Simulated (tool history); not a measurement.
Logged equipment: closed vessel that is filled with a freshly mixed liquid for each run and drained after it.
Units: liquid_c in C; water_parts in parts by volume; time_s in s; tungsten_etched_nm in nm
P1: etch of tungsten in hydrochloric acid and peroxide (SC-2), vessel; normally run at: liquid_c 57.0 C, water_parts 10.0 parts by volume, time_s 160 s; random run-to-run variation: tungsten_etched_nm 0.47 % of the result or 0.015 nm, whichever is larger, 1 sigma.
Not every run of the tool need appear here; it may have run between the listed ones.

run	day	liquid_c	water_parts	time_s	hours since the thermometer was replaced	hours since the chemicals flow meter was replaced	hours since the drum of peroxide was connected	tungsten_etched_nm
1	0.117	57.0	10.0	160	406.5	372.2	465.5	37.9750
2	0.300	57.0	10.0	160	410.9	376.6	469.9	38.1270
3	0.425	57.0	4.0	160	413.9	379.6	472.9	76.8830
4	0.575	57.0	10.0	160	417.5	383.2	476.5	38.4210
5	0.675	57.0	4.0	300	419.9	385.6	478.9	142.5300
6	0.888	42.5	10.0	295	425.0	390.7	484.0	26.5930
7	1.108	64.0	6.5	160	430.3	396.0	489.3	83.3630
8	1.321	57.0	10.0	160	435.4	401.1	494.4	38.3770
9	1.471	57.0	10.0	160	439.0	404.7	498.0	37.8550
10	1.654	69.0	10.0	160	443.4	409.1	502.4	80.0630
11	1.812	57.0	10.0	30	447.2	412.9	506.2	7.1173
12	1.912	57.0	10.0	280	449.6	415.3	508.6	66.7360
13	2.071	57.0	18.5	160	453.4	419.1	512.4	22.5210
14	2.279	43.0	10.0	160	458.4	424.1	517.4	14.9840
15	2.388	57.0	10.0	160	461.0	426.7	520.0	38.1630
16	2.588	57.0	10.0	160	465.8	431.5	524.8	39.9430
17	2.796	57.0	10.0	160	470.8	436.5	529.8	40.9640
18	2.900	57.0	10.0	160	473.3	439.0	532.3	41.2560
19	3.050	57.0	10.0	160	476.9	442.6	535.9	41.5350
20	3.208	57.0	10.0	160	480.7	446.4	539.7	41.2890
21	3.433	57.0	10.0	160	486.1	451.8	545.1	41.2030

The output of P1 has drifted from where it used to be. Each of the 2 causes below, taken at the size shown beside it, accounts for the log equally well:
A: chemicals flow above the setpoint (%) = 11.2
B: liquid hotter than its thermometer reads (K) = 1.38
The drift started at roughly day 2.388.
Every other cause this tool's parts could produce, and why it does not fit the log:
peroxide weaker than its label (%): at its largest 8, which would move tungsten_etched_nm by -7.4 %, too little to match the creep or of the wrong sign

Of the 4 check runs below, each run on 3 wafers with the results averaged and each result still a question mark, which one would tell the listed causes apart?
check 1	3.658	49.5	10.0	250				?
check 2	3.658	45.0	10.0	55				?
check 3	3.658	57.0	7.0	160				?
check 4	3.658	48.0	4.0	160				?

If the cause were each of the candidates in turn, the checks would give the following:
check	result	if A	if B
check 1	tungsten_etched_nm	39.8110	39.9810
check 2	tungsten_etched_nm	6.4545	6.4990
check 3	tungsten_etched_nm	55.1300	55.4730
check 4	tungsten_etched_nm	45.2450	46.3080
Smallest distance between any two causes, each pair judged by its most separating result, in per cent: check 1 0.43 %; check 2 0.69 %; check 3 0.62 %; check 4 2.32 %
Of the check runs offered, only check 4 discriminates between the causes; the rest would read about the same regardless of which cause applies.

Check 4 was carried out, with these results: tungsten_etched_nm 45.2910 nm. Which of the listed causes is responsible?

Of the candidate causes, it is A: chemicals flow above the setpoint (%).
